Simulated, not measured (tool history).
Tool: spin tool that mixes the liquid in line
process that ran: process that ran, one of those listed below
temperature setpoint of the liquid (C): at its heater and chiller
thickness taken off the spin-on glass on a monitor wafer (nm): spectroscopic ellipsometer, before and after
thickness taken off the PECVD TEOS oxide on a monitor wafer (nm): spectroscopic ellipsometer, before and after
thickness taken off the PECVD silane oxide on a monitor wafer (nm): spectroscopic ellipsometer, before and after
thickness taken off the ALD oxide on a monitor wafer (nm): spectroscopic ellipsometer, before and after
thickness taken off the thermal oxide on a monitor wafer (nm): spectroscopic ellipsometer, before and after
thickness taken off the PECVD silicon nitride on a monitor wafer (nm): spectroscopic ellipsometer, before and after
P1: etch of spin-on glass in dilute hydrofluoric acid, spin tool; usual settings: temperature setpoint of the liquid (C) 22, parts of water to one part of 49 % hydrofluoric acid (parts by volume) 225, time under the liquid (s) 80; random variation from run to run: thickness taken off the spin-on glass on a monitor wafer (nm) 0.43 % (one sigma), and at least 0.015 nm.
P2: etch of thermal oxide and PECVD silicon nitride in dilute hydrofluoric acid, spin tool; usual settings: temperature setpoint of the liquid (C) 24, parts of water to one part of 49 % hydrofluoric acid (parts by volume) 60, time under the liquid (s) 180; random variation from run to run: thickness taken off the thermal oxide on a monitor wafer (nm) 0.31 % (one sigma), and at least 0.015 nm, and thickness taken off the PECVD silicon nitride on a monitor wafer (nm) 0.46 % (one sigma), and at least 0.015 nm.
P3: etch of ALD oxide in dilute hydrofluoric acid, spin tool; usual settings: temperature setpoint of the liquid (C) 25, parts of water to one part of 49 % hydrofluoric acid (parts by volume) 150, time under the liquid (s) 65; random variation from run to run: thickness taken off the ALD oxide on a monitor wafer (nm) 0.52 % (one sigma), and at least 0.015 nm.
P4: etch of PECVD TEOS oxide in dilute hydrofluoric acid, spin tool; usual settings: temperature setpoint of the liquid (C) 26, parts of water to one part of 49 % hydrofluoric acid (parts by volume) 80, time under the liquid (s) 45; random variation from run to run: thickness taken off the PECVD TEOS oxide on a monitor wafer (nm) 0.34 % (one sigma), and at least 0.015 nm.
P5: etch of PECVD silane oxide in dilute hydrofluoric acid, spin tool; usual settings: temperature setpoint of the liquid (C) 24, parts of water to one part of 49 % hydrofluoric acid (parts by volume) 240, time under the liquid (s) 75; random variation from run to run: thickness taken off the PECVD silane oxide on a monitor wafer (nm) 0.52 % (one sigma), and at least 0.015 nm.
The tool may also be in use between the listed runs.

run	hour	process that ran	temperature setpoint of the liquid (C)	parts of water to one part of 49 % hydrofluoric acid (parts by volume)	time under the liquid (s)	thickness taken off the spin-on glass on a monitor wafer (nm)	thickness taken off the PECVD TEOS oxide on a monitor wafer (nm)	thickness taken off the PECVD silane oxide on a monitor wafer (nm)	thickness taken off the ALD oxide on a monitor wafer (nm)	thickness taken off the thermal oxide on a monitor wafer (nm)	thickness taken off the PECVD silicon nitride on a monitor wafer (nm)
1	18.4	P1	22	225	80	10.935					
2	30.6	P1	22	225	80	10.917					
3	40.3	P4	26	80	45		10.308				
4	55.3	P1	22	225	80	10.991					
5	64.4	P4	22.5	80	45		9.0036				
6	81.2	P1	22	225	160	21.896					
7	97.5	P5	28	240	75			11.845			
8	111.7	P3	25	150	95				19.946		
9	122.9	P2	24	60	260					21.102	13.86
10	138.9	P1	17	225	80	8.9683					
11	154.5	P1	22	135	80	20.201					
12	165.2	P1	22	225	80	10.985					
13	173.7	P2	24	60	180					14.629	9.5623
14	183.9	P1	22	305	80	7.4957					
15	195.4	P4	26	80	70		16.112				
16	210.8	P2	19	60	180					11.899	6.8049
17	222.8	P1	27.5	225	150	25.012					
18	232.6	P1	22	225	15	2.0573					
19	248.9	P3	25	150	65				13.564		
20	260.8	P1	22	225	80	10.882					
21	270.8	P2	24	25	180					36.783	22.499
22	282.8	P5	24	240	75			10.296			
23	299.8	P3	29	150	65				15.869		
24	316.3	P5	24	130	75			21.487			
25	334.5	P1	25.5	225	80	12.355					
26	353.3	P1	22	225	80	10.803					
27	362.8	P2	24	60	180					14.579	9.5925
28	373.2	P3	25	230	65				8.138		
29	381.8	P4	26	115	45		6.9021				
30	400.8	P5	24	240	15			2.0569			
31	412.9	P1	22	225	80	10.882					
32	423.4	P1	22	225	80	10.687					
33	438.9	P1	22	225	80	10.551					
34	457.9	P1	22	225	80	10.449					
35	468.8	P1	22	225	80	10.353					
36	480.2	P1	22	225	80	10.429					
37	493.3	P1	22	225	80	10.428					

What P1 gives has crept away from where it was. These 2 causes fit the log equally well, each at the size given:
A: hydrofluoric acid flow below the setpoint (%) = 4.29
B: liquid colder than its thermometer reads (K) = 1.44
The creep began at about hour 412.9.

4 check runs are offered, one wafer each, their results left as question marks. Which one tells the causes apart?
check 1	506.4	P2	24	60	180					?	?
check 2	506.4	P4	26	80	45		?				
check 3	506.4	P5	24	240	75			?			
check 4	506.4	P3	25	150	65				?		

What each check would give under each cause:
check	result	if A	if B
check 1	thickness taken off the thermal oxide on a monitor wafer (nm)	13.965	13.801
check 1	thickness taken off the PECVD silicon nitride on a monitor wafer (nm)	9.196	8.7116
check 2	thickness taken off the PECVD TEOS oxide on a monitor wafer (nm)	9.8596	9.775
check 3	thickness taken off the PECVD silane oxide on a monitor wafer (nm)	9.7353	9.7604
check 4	thickness taken off the ALD oxide on a monitor wafer (nm)	12.962	12.92
How far apart the two closest causes lie, in the result that separates them most: check 1 5.41 %; check 2 0.86 %; check 3 0.26 %; check 4 0.32 %
Only check 1 tells the causes apart: in the others they would give nearly the same result.

Check 1 was then run and gave: thickness taken off the thermal oxide on a monitor wafer (nm) 13.921; thickness taken off the PECVD silicon nitride on a monitor wafer (nm) 9.1927. Which cause is it?

It is A: hydrofluoric acid flow below the setpoint (%).

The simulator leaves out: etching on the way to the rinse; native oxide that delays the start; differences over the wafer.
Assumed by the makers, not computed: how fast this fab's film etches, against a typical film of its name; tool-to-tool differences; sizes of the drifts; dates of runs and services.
